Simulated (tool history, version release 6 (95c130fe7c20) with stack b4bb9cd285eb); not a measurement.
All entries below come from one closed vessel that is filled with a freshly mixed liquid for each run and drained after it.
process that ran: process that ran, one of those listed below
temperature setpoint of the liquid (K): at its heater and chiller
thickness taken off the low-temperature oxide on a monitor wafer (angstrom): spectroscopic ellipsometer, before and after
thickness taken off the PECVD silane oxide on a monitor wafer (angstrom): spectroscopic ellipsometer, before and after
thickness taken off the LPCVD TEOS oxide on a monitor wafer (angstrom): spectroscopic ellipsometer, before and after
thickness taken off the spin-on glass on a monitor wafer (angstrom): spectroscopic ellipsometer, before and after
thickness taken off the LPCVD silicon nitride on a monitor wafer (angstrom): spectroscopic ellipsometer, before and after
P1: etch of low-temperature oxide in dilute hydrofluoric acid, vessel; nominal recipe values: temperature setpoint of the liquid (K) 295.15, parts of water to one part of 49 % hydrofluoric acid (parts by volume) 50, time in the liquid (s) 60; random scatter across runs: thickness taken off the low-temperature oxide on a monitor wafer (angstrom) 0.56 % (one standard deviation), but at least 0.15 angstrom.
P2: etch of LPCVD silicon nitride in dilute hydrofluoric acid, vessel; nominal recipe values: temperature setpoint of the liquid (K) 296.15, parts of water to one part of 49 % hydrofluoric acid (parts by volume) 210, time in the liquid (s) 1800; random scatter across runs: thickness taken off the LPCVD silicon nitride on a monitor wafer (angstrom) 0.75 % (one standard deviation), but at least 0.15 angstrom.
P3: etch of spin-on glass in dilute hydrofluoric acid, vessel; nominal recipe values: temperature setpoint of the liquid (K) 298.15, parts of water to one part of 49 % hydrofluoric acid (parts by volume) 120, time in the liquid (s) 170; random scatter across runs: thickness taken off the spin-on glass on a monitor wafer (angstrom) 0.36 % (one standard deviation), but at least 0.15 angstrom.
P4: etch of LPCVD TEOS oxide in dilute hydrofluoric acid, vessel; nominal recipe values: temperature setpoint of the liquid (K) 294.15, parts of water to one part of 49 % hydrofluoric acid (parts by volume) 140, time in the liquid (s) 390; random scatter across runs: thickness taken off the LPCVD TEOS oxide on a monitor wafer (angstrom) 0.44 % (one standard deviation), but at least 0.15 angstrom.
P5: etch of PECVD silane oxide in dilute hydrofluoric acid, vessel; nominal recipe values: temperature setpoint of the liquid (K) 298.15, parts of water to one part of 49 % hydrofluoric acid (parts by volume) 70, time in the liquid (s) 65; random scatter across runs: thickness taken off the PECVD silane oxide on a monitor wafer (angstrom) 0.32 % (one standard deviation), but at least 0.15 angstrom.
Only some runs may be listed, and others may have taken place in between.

| run | hour | process that ran | temperature setpoint of the liquid (K) | parts of water to one part of 49 % hydrofluoric acid (parts by volume) | time in the liquid (s) | hours since the thermometer was replaced | hours since the hydrofluoric acid flow meter was replaced | thickness taken off the low-temperature oxide on a monitor wafer (angstrom) | thickness taken off the PECVD silane oxide on a monitor wafer (angstrom) | thickness taken off the LPCVD TEOS oxide on a monitor wafer (angstrom) | thickness taken off the spin-on glass on a monitor wafer (angstrom) | thickness taken off the LPCVD silicon nitride on a monitor wafer (angstrom) |
|---|---|---|---|---|---|---|---|---|---|---|---|---|
| 1 | 3.6 | P1 | 295.15 | 50 | 60 | 748.1 | 485.7 | 176.080 |  |  |  |  |
| 2 | 6.5 | P5 | 292.15 | 70 | 65 | 751.0 | 488.6 |  | 115.970 |  |  |  |
| 3 | 11.2 | P1 | 295.15 | 50 | 60 | 755.7 | 493.3 | 175.280 |  |  |  |  |
| 4 | 15.2 | P1 | 295.15 | 75 | 60 | 759.7 | 497.3 | 114.780 |  |  |  |  |
| 5 | 19.2 | P4 | 294.15 | 35 | 390 | 763.7 | 501.3 |  |  | 1819.40 |  |  |
| 6 | 24.1 | P1 | 295.15 | 50 | 90 | 768.6 | 506.2 | 266.860 |  |  |  |  |
| 7 | 27.9 | P5 | 298.15 | 20 | 65 | 772.4 | 510.0 |  | 552.920 |  |  |  |
|  | 29.1 | hydrofluoric acid flow meter replaced |
| 8 | 31.3 | P1 | 295.15 | 50 | 60 | 775.8 | 2.3 | 177.550 |  |  |  |  |
| 9 | 36.0 | P5 | 298.15 | 70 | 30 | 780.5 | 7.0 |  | 68.132 |  |  |  |
| 10 | 39.3 | P3 | 298.15 | 25 | 170 | 783.8 | 10.3 |  |  |  | 2625.300 |  |
| 11 | 44.0 | P1 | 303.15 | 50 | 60 | 788.5 | 15.0 | 246.860 |  |  |  |  |
| 12 | 47.6 | P3 | 306.65 | 120 | 170 | 792.1 | 18.6 |  |  |  | 665.910 |  |
| 13 | 51.3 | P3 | 298.15 | 120 | 30 | 795.8 | 22.3 |  |  |  | 86.211 |  |
| 14 | 53.8 | P4 | 294.15 | 140 | 165 | 798.3 | 24.8 |  |  | 168.74 |  |  |
| 15 | 56.8 | P1 | 295.15 | 70 | 30 | 801.3 | 27.8 | 61.968 |  |  |  |  |
| 16 | 59.7 | P4 | 294.15 | 140 | 390 | 804.2 | 30.7 |  |  | 403.47 |  |  |
| 17 | 63.3 | P1 | 295.15 | 75 | 105 | 807.8 | 34.3 | 200.480 |  |  |  |  |
| 18 | 67.0 | P2 | 296.15 | 210 | 1800 | 811.5 | 38.0 |  |  |  |  | 35.805 |
| 19 | 70.3 | P1 | 295.15 | 50 | 60 | 814.8 | 41.3 | 177.150 |  |  |  |  |
| 20 | 73.1 | P2 | 296.15 | 210 | 1800 | 817.6 | 44.1 |  |  |  |  | 35.726 |
| 21 | 77.9 | P2 | 296.15 | 210 | 960 | 822.4 | 48.9 |  |  |  |  | 18.962 |
| 22 | 82.8 | P1 | 295.15 | 50 | 30 | 827.3 | 53.8 | 87.732 |  |  |  |  |
| 23 | 85.6 | P1 | 290.15 | 50 | 60 | 830.1 | 56.6 | 142.470 |  |  |  |  |
| 24 | 88.4 | P5 | 298.15 | 70 | 65 | 832.9 | 59.4 |  | 147.580 |  |  |  |
| 25 | 92.0 | P1 | 295.15 | 20 | 60 | 836.5 | 63.0 | 460.380 |  |  |  |  |
| 26 | 94.9 | P5 | 298.15 | 70 | 65 | 839.4 | 65.9 |  | 149.050 |  |  |  |
| 27 | 98.5 | P2 | 296.15 | 340 | 1800 | 843.0 | 69.5 |  |  |  |  | 22.272 |
| 28 | 102.0 | P1 | 295.15 | 50 | 60 | 846.5 | 73.0 | 177.060 |  |  |  |  |
| 29 | 105.9 | P1 | 295.15 | 50 | 60 | 850.4 | 76.9 | 176.620 |  |  |  |  |
| 30 | 110.2 | P4 | 298.15 | 140 | 390 | 854.7 | 81.2 |  |  | 467.97 |  |  |
| 31 | 112.6 | P2 | 290.65 | 210 | 1800 | 857.1 | 83.6 |  |  |  |  | 24.310 |
| 32 | 115.0 | P1 | 295.15 | 50 | 60 | 859.5 | 86.0 | 177.090 |  |  |  |  |
| 33 | 118.1 | P1 | 295.15 | 75 | 115 | 862.6 | 89.1 | 221.500 |  |  |  |  |
| 34 | 120.9 | P3 | 298.15 | 120 | 170 | 865.4 | 91.9 |  |  |  | 485.460 |  |
| 35 | 125.2 | P3 | 298.15 | 120 | 170 | 869.7 | 96.2 |  |  |  | 485.670 |  |
| 36 | 128.1 | P1 | 295.15 | 50 | 60 | 872.6 | 99.1 | 177.640 |  |  |  |  |
| 37 | 130.7 | P1 | 295.15 | 50 | 60 | 875.2 | 101.7 | 178.760 |  |  |  |  |
| 38 | 133.1 | P1 | 295.15 | 50 | 60 | 877.6 | 104.1 | 183.640 |  |  |  |  |
| 39 | 136.7 | P1 | 295.15 | 50 | 60 | 881.2 | 107.7 | 185.260 |  |  |  |  |
| 40 | 139.8 | P1 | 295.15 | 50 | 60 | 884.3 | 110.8 | 185.610 |  |  |  |  |
| 41 | 142.3 | P1 | 295.15 | 50 | 60 | 886.8 | 113.3 | 187.520 |  |  |  |  |
| 42 | 144.5 | P1 | 295.15 | 50 | 60 | 889.0 | 115.5 | 188.270 |  |  |  |  |
| 43 | 148.0 | P1 | 295.15 | 50 | 60 | 892.5 | 119.0 | 187.310 |  |  |  |  |
| 44 | 150.5 | P1 | 295.15 | 50 | 60 | 895.0 | 121.5 | 188.420 |  |  |  |  |
| 45 | 153.5 | P1 | 295.15 | 50 | 60 | 898.0 | 124.5 | 188.230 |  |  |  |  |
| 46 | 158.2 | P1 | 295.15 | 50 | 60 | 902.7 | 129.2 | 189.300 |  |  |  |  |
| 47 | 162.7 | P1 | 295.15 | 50 | 60 | 907.2 | 133.7 | 188.120 |  |  |  |  |

The log shows P1 creeping away from where it was. Any of the 2 causes listed here, at the size stated for it, fits the log just as well as the others:
A: liquid hotter than its thermometer reads (K) = 1.53
B: hydrofluoric acid flow above the setpoint (%) = 6.17
The onset of the drift is placed at about hour 128.1.

Each of the check runs listed below is run on 3 wafers and reports their average, with the results left as question marks. Pick the one under which the possible causes would lead to clearly different results.
| check 1 | 167.2 | P4 | 294.15 | 100 | 210 |  |  |  |  | ? |  |  |
| check 2 | 167.2 | P3 | 298.15 | 40 | 65 |  |  |  |  |  | ? |  |
| check 3 | 167.2 | P5 | 298.15 | 40 | 65 |  |  |  | ? |  |  |  |
| check 4 | 167.2 | P2 | 292.65 | 210 | 1800 |  |  |  |  |  |  | ? |

Expected result of each check under each candidate cause:
| check | result | if A | if B |
|---|---|---|---|
| check 1 | thickness taken off the LPCVD TEOS oxide on a monitor wafer (angstrom) | 337.04 | 338.62 |
| check 2 | thickness taken off the spin-on glass on a monitor wafer (angstrom) | 660.160 | 660.370 |
| check 3 | thickness taken off the PECVD silane oxide on a monitor wafer (angstrom) | 286.650 | 286.740 |
| check 4 | thickness taken off the LPCVD silicon nitride on a monitor wafer (angstrom) | 31.032 | 29.761 |
Distance between the nearest two causes, measured in the result of the check that separates them most: check 1 0.47 %; check 2 0.03 %; check 3 0.03 %; check 4 4.18 %
Only check 4 tells the causes apart: in the others they would give nearly the same result.

Check 4 was carried out, with these results: thickness taken off the LPCVD silicon nitride on a monitor wafer (angstrom) 29.963. Which of the listed causes is responsible?

Of the candidate causes, it is B: hydrofluoric acid flow above the setpoint (%).
